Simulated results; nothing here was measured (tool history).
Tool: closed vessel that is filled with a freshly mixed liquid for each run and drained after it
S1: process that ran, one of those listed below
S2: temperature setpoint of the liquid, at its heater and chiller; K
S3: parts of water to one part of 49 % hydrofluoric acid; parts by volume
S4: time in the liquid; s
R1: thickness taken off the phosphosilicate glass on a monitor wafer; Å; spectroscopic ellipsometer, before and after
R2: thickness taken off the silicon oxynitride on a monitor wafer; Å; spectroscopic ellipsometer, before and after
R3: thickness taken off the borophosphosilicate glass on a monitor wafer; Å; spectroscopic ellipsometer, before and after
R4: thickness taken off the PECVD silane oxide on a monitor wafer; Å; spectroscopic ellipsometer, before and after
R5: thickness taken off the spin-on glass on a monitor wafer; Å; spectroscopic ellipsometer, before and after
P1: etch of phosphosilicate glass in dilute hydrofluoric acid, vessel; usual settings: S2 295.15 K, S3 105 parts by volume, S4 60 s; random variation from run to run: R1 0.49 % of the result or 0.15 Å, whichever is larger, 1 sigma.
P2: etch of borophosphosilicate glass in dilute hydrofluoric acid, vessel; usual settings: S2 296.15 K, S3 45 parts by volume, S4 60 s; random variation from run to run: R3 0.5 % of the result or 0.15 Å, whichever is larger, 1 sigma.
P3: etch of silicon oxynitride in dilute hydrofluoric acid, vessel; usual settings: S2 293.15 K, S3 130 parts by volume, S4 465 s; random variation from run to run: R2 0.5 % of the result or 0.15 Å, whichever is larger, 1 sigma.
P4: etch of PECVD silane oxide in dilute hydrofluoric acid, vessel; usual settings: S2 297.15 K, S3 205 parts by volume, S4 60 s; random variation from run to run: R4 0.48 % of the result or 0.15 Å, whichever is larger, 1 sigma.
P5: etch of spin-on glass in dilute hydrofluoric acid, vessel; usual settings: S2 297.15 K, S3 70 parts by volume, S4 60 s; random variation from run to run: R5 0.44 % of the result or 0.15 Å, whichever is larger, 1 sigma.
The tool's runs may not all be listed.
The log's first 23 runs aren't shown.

{"run": 24, "day": 8.325, "S1": "P1", "S2": 290.15, "S3": 170, "S4": 60, "R1": 165.89}
{"run": 25, "day": 8.725, "S1": "P1", "S2": 295.15, "S3": 155, "S4": 60, "R1": 223.08}
{"run": 26, "day": 9.138, "S1": "P5", "S2": 297.15, "S3": 120, "S4": 60, "R5": 103.9}
{"run": 27, "day": 9.517, "S1": "P3", "S2": 293.15, "S3": 200, "S4": 465, "R2": 49.388}
{"run": 28, "day": 9.821, "S1": "P1", "S2": 291.15, "S3": 105, "S4": 60, "R1": 297.1}
{"run": 29, "day": 10.204, "S1": "P1", "S2": 295.15, "S3": 105, "S4": 60, "R1": 350.89}
{"run": 30, "day": 10.492, "S1": "P2", "S2": 296.15, "S3": 75, "S4": 60, "R3": 251.34}
{"run": 31, "day": 10.996, "S1": "P1", "S2": 295.15, "S3": 105, "S4": 30, "R1": 175.45}

Forecast run 32:
{"run": 32, "day": 11.5, "S1": "P1", "S2": 295.15, "S3": 105, "S4": 60, "R1": "?"}

R1: 352.56 Å

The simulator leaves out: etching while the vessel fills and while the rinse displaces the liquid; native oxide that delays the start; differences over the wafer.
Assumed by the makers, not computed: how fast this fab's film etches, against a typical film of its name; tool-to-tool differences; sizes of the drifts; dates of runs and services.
